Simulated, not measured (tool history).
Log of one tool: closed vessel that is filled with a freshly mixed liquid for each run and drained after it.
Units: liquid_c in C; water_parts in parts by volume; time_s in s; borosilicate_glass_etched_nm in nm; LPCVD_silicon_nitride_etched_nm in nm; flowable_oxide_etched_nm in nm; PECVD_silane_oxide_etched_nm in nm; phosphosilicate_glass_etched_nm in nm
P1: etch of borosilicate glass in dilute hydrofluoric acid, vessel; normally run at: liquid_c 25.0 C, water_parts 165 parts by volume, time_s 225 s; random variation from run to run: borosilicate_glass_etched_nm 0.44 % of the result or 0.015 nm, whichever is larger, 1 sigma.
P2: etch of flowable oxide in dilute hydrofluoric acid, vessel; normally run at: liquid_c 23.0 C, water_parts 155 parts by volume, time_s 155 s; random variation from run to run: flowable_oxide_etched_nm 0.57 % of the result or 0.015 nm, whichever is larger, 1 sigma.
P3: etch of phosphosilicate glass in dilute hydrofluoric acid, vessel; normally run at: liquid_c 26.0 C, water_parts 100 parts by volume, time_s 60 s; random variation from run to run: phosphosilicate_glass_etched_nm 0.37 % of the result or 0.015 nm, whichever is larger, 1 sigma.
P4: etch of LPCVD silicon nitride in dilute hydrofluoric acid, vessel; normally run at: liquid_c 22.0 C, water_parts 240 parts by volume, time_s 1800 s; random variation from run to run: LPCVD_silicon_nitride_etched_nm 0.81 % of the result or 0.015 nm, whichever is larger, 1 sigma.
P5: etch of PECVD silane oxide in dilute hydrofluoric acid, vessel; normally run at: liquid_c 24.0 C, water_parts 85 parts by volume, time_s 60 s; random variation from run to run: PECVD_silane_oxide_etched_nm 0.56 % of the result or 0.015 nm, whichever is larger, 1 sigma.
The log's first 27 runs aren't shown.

run   hour  process  liquid_c  water_parts  time_s  borosilicate_glass_etched_nm  LPCVD_silicon_nitride_etched_nm  flowable_oxide_etched_nm  PECVD_silane_oxide_etched_nm  phosphosilicate_glass_etched_nm
 28  118.0       P3      34.0          100      60                                                                                                                                                  60.989
 29  123.5       P1      25.0          240     225                        34.694
 30  126.8       P5      24.0           85      60                                                                                                                 28.942
 31  132.1       P2      23.0          155     155                                                                                   20.082
 32  135.6       P1      25.0          165     225                        54.453
 33  139.1       P1      25.0          165     225                        54.377
 34  142.4       P1      25.0          165     225                        53.302
 35  147.5       P1      25.0          165     225                        52.466
 36  151.7       P1      25.0          165     225                        52.289

Run 37 comes next. What will it give?
 37  157.2       P1      25.0          165     225                             ?

borosilicate_glass_etched_nm: 52.117 nm

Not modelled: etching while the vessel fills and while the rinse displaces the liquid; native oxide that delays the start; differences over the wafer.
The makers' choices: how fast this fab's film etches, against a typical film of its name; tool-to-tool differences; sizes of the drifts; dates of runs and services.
